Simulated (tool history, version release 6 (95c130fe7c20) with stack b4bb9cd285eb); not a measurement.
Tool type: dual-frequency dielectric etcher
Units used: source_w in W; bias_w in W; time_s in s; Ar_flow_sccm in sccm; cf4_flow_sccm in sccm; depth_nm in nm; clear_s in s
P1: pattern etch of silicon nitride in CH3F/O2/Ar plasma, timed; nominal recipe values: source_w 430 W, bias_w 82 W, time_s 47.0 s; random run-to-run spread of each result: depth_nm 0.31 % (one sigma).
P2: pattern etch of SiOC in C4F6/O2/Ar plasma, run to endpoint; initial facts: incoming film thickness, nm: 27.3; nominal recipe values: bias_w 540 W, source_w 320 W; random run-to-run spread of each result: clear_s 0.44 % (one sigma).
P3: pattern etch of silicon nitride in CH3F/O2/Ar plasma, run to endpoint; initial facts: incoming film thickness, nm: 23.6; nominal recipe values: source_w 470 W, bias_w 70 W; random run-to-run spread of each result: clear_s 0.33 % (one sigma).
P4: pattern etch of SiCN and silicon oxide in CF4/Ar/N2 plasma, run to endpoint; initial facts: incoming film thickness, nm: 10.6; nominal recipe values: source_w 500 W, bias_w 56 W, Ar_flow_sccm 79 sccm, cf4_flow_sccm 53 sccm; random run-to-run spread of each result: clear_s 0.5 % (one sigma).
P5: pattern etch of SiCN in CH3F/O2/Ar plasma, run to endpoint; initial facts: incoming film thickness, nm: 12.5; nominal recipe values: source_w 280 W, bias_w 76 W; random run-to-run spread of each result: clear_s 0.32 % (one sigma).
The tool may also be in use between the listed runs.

run     day  process  source_w  bias_w  time_s  Ar_flow_sccm  cf4_flow_sccm  hours since the last wet clean  hours since the last source power generator calibration  hours since the last bias power generator calibration  depth_nm  clear_s
  1   0.442       P1       430      82    47.0                                                        487.0                                                   1874.5                                                 1045.8    34.935
  2   0.950       P2       320     540                                                                499.2                                                   1886.7                                                 1058.0             9.4801
  3   1.558       P4       500      56                    79             35                           513.8                                                   1901.3                                                 1072.6            13.4250
  4   1.904       P2       320     713                                                                522.1                                                   1909.6                                                 1080.9             8.4826
  5   2.475       P5       280      76                                                                535.8                                                   1923.3                                                 1094.6            37.2500
  6   2.925       P2       200     540                                                                546.6                                                   1934.1                                                 1105.4            11.2650
  7   3.288       P5       280     106                                                                555.3                                                   1942.8                                                 1114.1            32.6970
  8   3.700       P4       600      56                    79             53                           565.2                                                   1952.7                                                 1124.0            10.6200
  9   4.188       P1       570      82    47.0                                                        576.9                                                   1964.4                                                 1135.7    38.780
 10   4.562       P1       260      82    30.5                                                        585.9                                                   1973.4                                                 1144.7    18.804
 11   4.833       P3       470      51                                                                592.4                                                   1979.9                                                 1151.2            35.0020
 12   5.321       P1       430      82    47.0                                                        604.1                                                   1991.6                                                 1162.9    34.823
 13   5.721       P4       500      56                   108             53                           613.7                                                   2001.2                                                 1172.5            13.1690
 14   6.108       P4       500      68                    79             53                           623.0                                                   2010.5                                                 1181.8            11.6680
 15   6.683       P4       500      56                    79             53                           636.8                                                   2024.3                                                 1195.6            12.4430
 16   7.192       P3       470      70                                                                649.0                                                   2036.5                                                 1207.8            31.5060
 17   7.483       P1       430      82    47.0                                                        656.0                                                   2043.5                                                 1214.8    34.875
 18   7.967       P1       430      82    62.0                                                        667.6                                                   2055.1                                                 1226.4    45.876
 19   8.558       P1       320      82    47.0                                                        681.8                                                   2069.3                                                 1240.6    31.149
 20   8.892       P3       320      70                                                                689.8                                                   2077.3                                                 1248.6            36.4590
 21   9.250       P1       540     112    47.0                                                        698.4                                                   2085.9                                                 1257.2    42.147
      9.362  -- source power generator calibrated
 22   9.675       P1       430      82    47.0                                                        708.6                                                      7.6                                                 1267.4    34.848
 23  10.096       P1       430      98    47.0                                                        718.7                                                     17.7                                                 1277.5    37.062
 24  10.675       P1       430      82    30.0                                                        732.6                                                     31.6                                                 1291.4    22.310
 25  11.238       P1       430      82    47.0                                                        746.1                                                     45.1                                                 1304.9    34.711
 26  11.538       P1       430      54    47.0                                                        753.3                                                     52.3                                                 1312.1    30.305
 27  11.871       P1       430      82    47.0                                                        761.3                                                     60.3                                                 1320.1    34.662

What will run 28 give?
 28  12.296       P5       370      76                                                                771.5                                                     70.5                                                 1330.3                  ?

{"run 28": {"clear_s": 33.388}}
